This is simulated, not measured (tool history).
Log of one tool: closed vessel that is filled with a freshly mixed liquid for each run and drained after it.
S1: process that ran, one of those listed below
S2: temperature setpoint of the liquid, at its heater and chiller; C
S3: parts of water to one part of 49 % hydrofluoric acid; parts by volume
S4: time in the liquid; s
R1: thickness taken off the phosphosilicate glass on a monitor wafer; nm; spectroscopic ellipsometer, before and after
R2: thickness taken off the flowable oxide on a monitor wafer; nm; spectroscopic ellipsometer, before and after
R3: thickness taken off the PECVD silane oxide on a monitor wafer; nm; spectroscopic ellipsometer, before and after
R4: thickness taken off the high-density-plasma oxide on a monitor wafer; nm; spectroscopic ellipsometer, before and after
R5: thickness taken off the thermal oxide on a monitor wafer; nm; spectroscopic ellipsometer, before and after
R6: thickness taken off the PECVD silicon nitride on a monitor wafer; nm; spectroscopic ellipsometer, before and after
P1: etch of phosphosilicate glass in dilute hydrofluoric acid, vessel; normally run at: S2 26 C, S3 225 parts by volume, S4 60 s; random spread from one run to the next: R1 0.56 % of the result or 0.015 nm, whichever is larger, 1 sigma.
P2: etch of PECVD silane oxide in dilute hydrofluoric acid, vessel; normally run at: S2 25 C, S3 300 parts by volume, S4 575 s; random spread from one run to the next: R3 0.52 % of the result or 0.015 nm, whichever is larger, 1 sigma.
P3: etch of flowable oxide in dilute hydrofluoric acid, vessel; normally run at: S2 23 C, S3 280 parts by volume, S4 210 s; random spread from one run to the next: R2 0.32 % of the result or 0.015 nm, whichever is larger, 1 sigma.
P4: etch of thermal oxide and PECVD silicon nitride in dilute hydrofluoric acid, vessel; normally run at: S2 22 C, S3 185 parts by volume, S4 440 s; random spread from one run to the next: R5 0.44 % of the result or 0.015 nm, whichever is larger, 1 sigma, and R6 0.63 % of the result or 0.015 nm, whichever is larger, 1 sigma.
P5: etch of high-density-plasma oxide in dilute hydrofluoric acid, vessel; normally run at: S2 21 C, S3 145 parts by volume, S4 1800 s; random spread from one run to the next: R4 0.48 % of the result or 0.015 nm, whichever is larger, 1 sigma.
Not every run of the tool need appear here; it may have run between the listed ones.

run     day  S1    S2   S3    S4      R1      R2      R3      R4       R5       R6
  1   0.396  P1    26  225    60  14.751
  2   0.925  P3    23   70   210          152.56
  3   1.254  P2    25  300   575                  37.559
  4   1.792  P1    26  225    60  14.722
  5   2.179  P5    21  145  1800                          55.997
  6   2.558  P3    23  280   120           17.22
  7   2.942  P1    26   90   105  76.364
  8   3.462  P4    22  185    30                                  0.63847  0.32218
      3.521  -- thermometer replaced
  9     3.8  P1    26  380    60  7.4973
 10   4.117  P1    26  225    90  21.968
 11    4.45  P2    25  300   195                  12.705
 12   4.696  P3    23  280   210           30.25
 13   5.025  P5    21  220  1800                          34.495
 14    5.55  P3    23  280   210          30.299
 15   5.883  P2    25  185   575                    69.1
 16   6.146  P2    25  300   575                   37.57
 17   6.683  P1    26  140    60  25.794
 18   7.096  P1    26  225    60  14.682
 19   7.408  P4    22  255   440                                   6.1686   3.3575
 20     7.8  P1  33.5  225    60  18.985
 21   8.217  P1    19  225    60  11.256
 22   8.658  P4  28.5  185   440                                   11.687   6.9363
 23   9.154  P1  20.5   60    60  54.186
 24   9.471  P5    21  145  1800                          56.393
 25   9.838  P4    22  185   440                                   9.2643   4.5503
 26  10.333  P5    17  145  1800                           48.22
 27  10.742  P1    26  225    30  7.3543
 28  10.992  P3    29  280   210          37.037
 29  11.246  P5    21  145  2985                          93.106
 30  11.562  P1    26  225    60  14.712
 31  11.842  P2  20.5  300   575                  32.121
 32  12.088  P1    26  225    60   14.87
 33  12.429  P1    26  225    60  14.271
 34  12.712  P1    26  225    60  14.234
 35  13.054  P1    26  225    60  13.895
 36  13.425  P1    26  225    60  14.028
 37  13.721  P1    26  225    60  13.981
 38  13.979  P1    26  225    60  13.821

P1 has crept away from where it was. The log is fitted equally well by each of these 2 causes, at the sizes shown:
A: liquid colder than its thermometer reads (K) = 1.44
B: hydrofluoric acid flow below the setpoint (%) = 4.04
Creep in the process output first set in at about day 12.088.

4 check runs are offered, one wafer each, their results left as question marks. Which one tells the causes apart?
check 1  14.238  P4  22  185   440                   ?   ?
check 2  14.238  P2  25  300   575           ?
check 3  14.238  P5  21  145  1800               ?
check 4  14.238  P3  23  280   210       ?

What every check run would give for each of its results, assuming each possible cause in turn:
  check  result    if A    if B
check 1      R5  8.7326  8.7851
check 1      R6  4.1619  4.3904
check 2      R3   35.66  35.522
check 3      R4  53.251  53.765
check 4      R2  28.759  28.732
Minimum pairwise separation of causes per check, each pair taken at its best-separating result: check 1 5.34 %; check 2 0.39 %; check 3 0.96 %; check 4 0.09 %
The causes can be told apart only by check 1. The other checks would give nearly the same results under each of them.

Running check 1 produced the following: R5 8.7155 nm; R6 4.1502 nm. Which one of the listed causes fits?

It is A: liquid colder than its thermometer reads (K).
